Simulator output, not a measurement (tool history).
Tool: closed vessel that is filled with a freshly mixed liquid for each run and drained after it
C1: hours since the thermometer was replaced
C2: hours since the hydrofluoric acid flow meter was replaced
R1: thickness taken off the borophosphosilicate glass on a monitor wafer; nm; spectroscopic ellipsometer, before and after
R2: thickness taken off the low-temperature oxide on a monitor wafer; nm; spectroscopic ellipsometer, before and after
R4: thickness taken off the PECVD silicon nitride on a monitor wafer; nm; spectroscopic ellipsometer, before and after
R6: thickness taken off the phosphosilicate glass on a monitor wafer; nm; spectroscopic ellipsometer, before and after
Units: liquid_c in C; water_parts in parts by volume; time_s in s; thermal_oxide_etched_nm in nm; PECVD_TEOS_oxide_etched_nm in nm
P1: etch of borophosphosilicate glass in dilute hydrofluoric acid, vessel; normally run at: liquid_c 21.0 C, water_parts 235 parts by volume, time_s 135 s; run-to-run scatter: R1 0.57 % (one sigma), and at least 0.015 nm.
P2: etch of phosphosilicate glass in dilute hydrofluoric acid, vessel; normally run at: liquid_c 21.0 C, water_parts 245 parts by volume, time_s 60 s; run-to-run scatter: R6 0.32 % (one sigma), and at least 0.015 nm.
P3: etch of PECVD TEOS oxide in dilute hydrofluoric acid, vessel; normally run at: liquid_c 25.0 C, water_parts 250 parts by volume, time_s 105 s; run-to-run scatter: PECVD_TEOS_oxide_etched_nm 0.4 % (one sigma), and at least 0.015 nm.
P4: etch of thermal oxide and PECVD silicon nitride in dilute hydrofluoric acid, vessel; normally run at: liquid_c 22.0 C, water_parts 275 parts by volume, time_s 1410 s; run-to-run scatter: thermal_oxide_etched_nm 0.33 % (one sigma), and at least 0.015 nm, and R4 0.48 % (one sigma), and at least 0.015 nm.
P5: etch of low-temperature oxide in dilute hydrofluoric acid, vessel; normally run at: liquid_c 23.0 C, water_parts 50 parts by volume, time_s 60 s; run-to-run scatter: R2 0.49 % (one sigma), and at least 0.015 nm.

{"run": 1, "hour": 3.3, "process": "P1", "liquid_c": 21.0, "water_parts": 235, "time_s": 135, "C1": 243.6, "C2": 422.1, "R1": 26.0}
{"run": 2, "hour": 6.1, "process": "P5", "liquid_c": 23.0, "water_parts": 50, "time_s": 60, "C1": 246.4, "C2": 424.9, "R2": 27.981}
{"run": 3, "hour": 9.9, "process": "P1", "liquid_c": 21.0, "water_parts": 90, "time_s": 135, "C1": 250.2, "C2": 428.7, "R1": 78.584}
{"run": 4, "hour": 14.6, "process": "P5", "liquid_c": 31.0, "water_parts": 50, "time_s": 60, "C1": 254.9, "C2": 433.4, "R2": 38.605}
{"run": 5, "hour": 18.8, "process": "P1", "liquid_c": 28.0, "water_parts": 235, "time_s": 135, "C1": 259.1, "C2": 437.6, "R1": 33.343}
{"run": 6, "hour": 21.5, "process": "P1", "liquid_c": 21.0, "water_parts": 235, "time_s": 135, "C1": 261.8, "C2": 440.3, "R1": 25.751}
{"run": 7, "hour": 24.9, "process": "P4", "liquid_c": 22.0, "water_parts": 275, "time_s": 1410, "C1": 265.2, "C2": 443.7, "thermal_oxide_etched_nm": 18.831, "R4": 12.796}
{"run": 8, "hour": 28.0, "process": "P4", "liquid_c": 22.0, "water_parts": 500, "time_s": 1410, "C1": 268.3, "C2": 446.8, "thermal_oxide_etched_nm": 8.5156, "R4": 7.159}
{"run": 9, "hour": 31.4, "process": "P4", "liquid_c": 17.0, "water_parts": 275, "time_s": 1410, "C1": 271.7, "C2": 450.2, "thermal_oxide_etched_nm": 15.694, "R4": 9.302}
{"run": 10, "hour": 34.7, "process": "P3", "liquid_c": 25.0, "water_parts": 250, "time_s": 105, "C1": 275.0, "C2": 453.5, "PECVD_TEOS_oxide_etched_nm": 10.057}
{"run": 11, "hour": 38.6, "process": "P2", "liquid_c": 21.0, "water_parts": 245, "time_s": 30, "C1": 278.9, "C2": 457.4, "R6": 14.372}
{"run": 12, "hour": 41.3, "process": "P2", "liquid_c": 21.0, "water_parts": 245, "time_s": 60, "C1": 281.6, "C2": 460.1, "R6": 28.833}
{"run": 13, "hour": 45.0, "process": "P1", "liquid_c": 21.0, "water_parts": 235, "time_s": 220, "C1": 285.3, "C2": 463.8, "R1": 41.994}
{"run": 14, "hour": 49.3, "process": "P3", "liquid_c": 25.0, "water_parts": 250, "time_s": 30, "C1": 289.6, "C2": 468.1, "PECVD_TEOS_oxide_etched_nm": 2.8772}
{"run": 15, "hour": 52.4, "process": "P5", "liquid_c": 23.0, "water_parts": 50, "time_s": 100, "C1": 292.7, "C2": 471.2, "R2": 46.672}
{"run": 16, "hour": 56.5, "process": "P1", "liquid_c": 27.5, "water_parts": 75, "time_s": 135, "C1": 296.8, "C2": 475.3, "R1": 124.9}
{"run": 17, "hour": 61.1, "process": "P1", "liquid_c": 17.0, "water_parts": 235, "time_s": 240, "C1": 301.4, "C2": 479.9, "R1": 39.445}
{"hour": 63.8, "done": "hydrofluoric acid flow meter replaced"}
{"run": 18, "hour": 65.2, "process": "P5", "liquid_c": 23.0, "water_parts": 50, "time_s": 60, "C1": 305.5, "C2": 1.4, "R2": 27.997}
{"run": 19, "hour": 68.7, "process": "P4", "liquid_c": 22.0, "water_parts": 275, "time_s": 1410, "C1": 309.0, "C2": 4.9, "thermal_oxide_etched_nm": 18.704, "R4": 12.731}
{"run": 20, "hour": 72.7, "process": "P4", "liquid_c": 22.0, "water_parts": 275, "time_s": 690, "C1": 313.0, "C2": 8.9, "thermal_oxide_etched_nm": 9.1871, "R4": 6.2711}
{"run": 21, "hour": 75.3, "process": "P1", "liquid_c": 21.0, "water_parts": 385, "time_s": 135, "C1": 315.6, "C2": 11.5, "R1": 13.9}
{"run": 22, "hour": 77.8, "process": "P1", "liquid_c": 21.0, "water_parts": 235, "time_s": 135, "C1": 318.1, "C2": 14.0, "R1": 25.869}
{"run": 23, "hour": 82.2, "process": "P1", "liquid_c": 27.0, "water_parts": 235, "time_s": 55, "C1": 322.5, "C2": 18.4, "R1": 13.1}
{"run": 24, "hour": 84.9, "process": "P3", "liquid_c": 17.0, "water_parts": 250, "time_s": 105, "C1": 325.2, "C2": 21.1, "PECVD_TEOS_oxide_etched_nm": 7.411}
{"run": 25, "hour": 88.6, "process": "P5", "liquid_c": 23.0, "water_parts": 90, "time_s": 60, "C1": 328.9, "C2": 24.8, "R2": 14.773}
{"run": 26, "hour": 91.2, "process": "P1", "liquid_c": 17.0, "water_parts": 235, "time_s": 135, "C1": 331.5, "C2": 27.4, "R1": 22.223}
{"run": 27, "hour": 93.7, "process": "P1", "liquid_c": 21.0, "water_parts": 235, "time_s": 135, "C1": 334.0, "C2": 29.9, "R1": 25.658}
{"run": 28, "hour": 97.6, "process": "P2", "liquid_c": 21.0, "water_parts": 90, "time_s": 60, "C1": 337.9, "C2": 33.8, "R6": 92.094}
{"run": 29, "hour": 100.8, "process": "P3", "liquid_c": 25.0, "water_parts": 345, "time_s": 105, "C1": 341.1, "C2": 37.0, "PECVD_TEOS_oxide_etched_nm": 6.6069}
{"run": 30, "hour": 105.2, "process": "P2", "liquid_c": 29.0, "water_parts": 245, "time_s": 60, "C1": 345.5, "C2": 41.4, "R6": 38.274}
{"run": 31, "hour": 108.6, "process": "P1", "liquid_c": 21.0, "water_parts": 235, "time_s": 40, "C1": 348.9, "C2": 44.8, "R1": 7.7066}
{"run": 32, "hour": 112.7, "process": "P1", "liquid_c": 21.0, "water_parts": 235, "time_s": 135, "C1": 353.0, "C2": 48.9, "R1": 25.926}
{"run": 33, "hour": 115.8, "process": "P1", "liquid_c": 21.0, "water_parts": 235, "time_s": 135, "C1": 356.1, "C2": 52.0, "R1": 25.412}
{"run": 34, "hour": 119.5, "process": "P1", "liquid_c": 21.0, "water_parts": 235, "time_s": 135, "C1": 359.8, "C2": 55.7, "R1": 24.848}
{"run": 35, "hour": 123.2, "process": "P1", "liquid_c": 21.0, "water_parts": 235, "time_s": 135, "C1": 363.5, "C2": 59.4, "R1": 24.55}
{"run": 36, "hour": 127.8, "process": "P1", "liquid_c": 21.0, "water_parts": 235, "time_s": 135, "C1": 368.1, "C2": 64.0, "R1": 24.156}
{"run": 37, "hour": 131.4, "process": "P1", "liquid_c": 21.0, "water_parts": 235, "time_s": 135, "C1": 371.7, "C2": 67.6, "R1": 24.121}
{"run": 38, "hour": 134.3, "process": "P1", "liquid_c": 21.0, "water_parts": 235, "time_s": 135, "C1": 374.6, "C2": 70.5, "R1": 23.974}
{"run": 39, "hour": 136.7, "process": "P1", "liquid_c": 21.0, "water_parts": 235, "time_s": 135, "C1": 377.0, "C2": 72.9, "R1": 23.821}
{"run": 40, "hour": 141.1, "process": "P1", "liquid_c": 21.0, "water_parts": 235, "time_s": 135, "C1": 381.4, "C2": 77.3, "R1": 23.687}
{"run": 41, "hour": 144.5, "process": "P1", "liquid_c": 21.0, "water_parts": 235, "time_s": 135, "C1": 384.8, "C2": 80.7, "R1": 23.578}
{"run": 42, "hour": 148.4, "process": "P1", "liquid_c": 21.0, "water_parts": 235, "time_s": 135, "C1": 388.7, "C2": 84.6, "R1": 23.754}
{"run": 43, "hour": 153.3, "process": "P1", "liquid_c": 21.0, "water_parts": 235, "time_s": 135, "C1": 393.6, "C2": 89.5, "R1": 23.783}

What P1 gives has crept away from where it was. These 2 causes fit the log equally well, each at the size given:
A: hydrofluoric acid flow below the setpoint (%) = 6.92
B: liquid colder than its thermometer reads (K) = 2.34
The creep began at about hour 112.7.

4 check runs are offered, one wafer each, their results left as question marks. Which one tells the causes apart?
{"run": "check 1", "hour": 158.2, "process": "P3", "liquid_c": 18.0, "water_parts": 250, "time_s": 30, "PECVD_TEOS_oxide_etched_nm": "?"}
{"run": "check 2", "hour": 158.2, "process": "P5", "liquid_c": 30.5, "water_parts": 90, "time_s": 60, "R2": "?"}
{"run": "check 3", "hour": 158.2, "process": "P4", "liquid_c": 22.0, "water_parts": 455, "time_s": 1410, "thermal_oxide_etched_nm": "?", "R4": "?"}
{"run": "check 4", "hour": 158.2, "process": "P2", "liquid_c": 24.5, "water_parts": 165, "time_s": 60, "R6": "?"}

What each check would give under each cause:
check=check_1 result=PECVD_TEOS_oxide_etched_nm if_A=2.0374 if_B=2.0315
check=check_2 result=R2 if_A=18.239 if_B=18.100
check=check_3 result=thermal_oxide_etched_nm if_A=8.7579 if_B=8.9457
check=check_3 result=R4 if_A=7.3108 if_B=6.8098
check=check_4 result=R6 if_A=48.611 if_B=48.435
How far apart the two closest causes lie, in the result that separates them most: check 1 0.29 %; check 2 0.77 %; check 3 7.1 %; check 4 0.36 %
Check 3 tells the causes apart: in the others they would give nearly the same result.

Check 3 was then run and gave: thermal_oxide_etched_nm 8.9593 nm; R4 6.8129 nm. Which cause is it?

It is B: liquid colder than its thermometer reads (K).
